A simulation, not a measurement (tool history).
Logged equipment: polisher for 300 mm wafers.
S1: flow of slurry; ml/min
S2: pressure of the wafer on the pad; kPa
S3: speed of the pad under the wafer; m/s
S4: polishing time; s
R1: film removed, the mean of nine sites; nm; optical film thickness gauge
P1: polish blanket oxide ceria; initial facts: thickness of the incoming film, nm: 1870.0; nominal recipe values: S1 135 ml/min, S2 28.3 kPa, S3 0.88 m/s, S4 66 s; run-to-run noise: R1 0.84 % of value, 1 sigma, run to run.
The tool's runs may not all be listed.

Run 1, hour 9.3: S1 135 ml/min, S2 28.3 kPa, S3 0.88 m/s, S4 66 s. Result: R1 376.60 nm.
Run 2, hour 20.6: S1 135 ml/min, S2 28.3 kPa, S3 1.28 m/s, S4 66 s. Result: R1 545.74 nm.
Run 3, hour 34.1: S1 135 ml/min, S2 28.3 kPa, S3 0.88 m/s, S4 104 s. Result: R1 596.12 nm.
Run 4, hour 48.8: S1 135 ml/min, S2 28.3 kPa, S3 0.88 m/s, S4 33 s. Result: R1 192.77 nm.
Run 5, hour 58.9: S1 135 ml/min, S2 28.3 kPa, S3 0.88 m/s, S4 66 s. Result: R1 370.07 nm.
Run 6, hour 66.8: S1 135 ml/min, S2 28.3 kPa, S3 0.88 m/s, S4 66 s. Result: R1 377.88 nm.
Run 7, hour 75.4: S1 190 ml/min, S2 28.3 kPa, S3 0.42 m/s, S4 66 s. Result: R1 191.72 nm.
Run 8, hour 92.8: S1 135 ml/min, S2 40.0 kPa, S3 0.66 m/s, S4 66 s. Result: R1 406.23 nm.
Run 9, hour 107.4: S1 135 ml/min, S2 28.3 kPa, S3 0.88 m/s, S4 66 s. Result: R1 383.26 nm.
Run 10, hour 116.2: S1 80 ml/min, S2 28.3 kPa, S3 0.88 m/s, S4 66 s. Result: R1 328.33 nm.
Run 11, hour 126.4: S1 195 ml/min, S2 28.3 kPa, S3 0.88 m/s, S4 66 s. Result: R1 398.71 nm.
Run 12, hour 135.5: S1 135 ml/min, S2 39.3 kPa, S3 0.88 m/s, S4 31 s. Result: R1 248.87 nm.
Run 13, hour 144.1: S1 135 ml/min, S2 28.3 kPa, S3 0.88 m/s, S4 66 s. Result: R1 375.59 nm.
Run 14, hour 159.4: S1 135 ml/min, S2 28.3 kPa, S3 0.88 m/s, S4 66 s. Result: R1 376.77 nm.
Run 15, hour 170.4: S1 135 ml/min, S2 44.1 kPa, S3 0.88 m/s, S4 66 s. Result: R1 595.79 nm.
Run 16, hour 185.2: S1 135 ml/min, S2 28.3 kPa, S3 0.88 m/s, S4 66 s. Result: R1 381.65 nm.
Run 17, hour 202.5: S1 135 ml/min, S2 28.3 kPa, S3 0.46 m/s, S4 66 s. Result: R1 199.12 nm.
Run 18, hour 219.5: S1 135 ml/min, S2 19.3 kPa, S3 0.88 m/s, S4 66 s. Result: R1 257.06 nm.
Run 19, hour 235.7: S1 135 ml/min, S2 28.3 kPa, S3 0.88 m/s, S4 66 s. Result: R1 381.08 nm.
Run 20, hour 249.8: S1 135 ml/min, S2 28.3 kPa, S3 0.88 m/s, S4 66 s. Result: R1 370.39 nm.
Run 21, hour 261.2: S1 135 ml/min, S2 28.3 kPa, S3 0.88 m/s, S4 66 s. Result: R1 361.41 nm.
Run 22, hour 277.6: S1 135 ml/min, S2 28.3 kPa, S3 0.88 m/s, S4 66 s. Result: R1 353.05 nm.
At hour 280.3: head pressure recalibrated.
Run 23, hour 294.1: S1 135 ml/min, S2 28.3 kPa, S3 0.88 m/s, S4 66 s. Result: R1 350.41 nm.
Run 24, hour 302.5: S1 135 ml/min, S2 28.3 kPa, S3 0.88 m/s, S4 66 s. Result: R1 346.49 nm.
Run 25, hour 314.2: S1 135 ml/min, S2 28.3 kPa, S3 0.88 m/s, S4 66 s. Result: R1 339.68 nm.
Run 26, hour 322.5: S1 135 ml/min, S2 28.3 kPa, S3 0.88 m/s, S4 66 s. Result: R1 341.85 nm.

Forecast run 27:
Run 27, hour 339.4: S1 135 ml/min, S2 28.3 kPa, S3 0.88 m/s, S4 66 s. Result: R1 ?.

{"run 27": {"R1": 346.54}}

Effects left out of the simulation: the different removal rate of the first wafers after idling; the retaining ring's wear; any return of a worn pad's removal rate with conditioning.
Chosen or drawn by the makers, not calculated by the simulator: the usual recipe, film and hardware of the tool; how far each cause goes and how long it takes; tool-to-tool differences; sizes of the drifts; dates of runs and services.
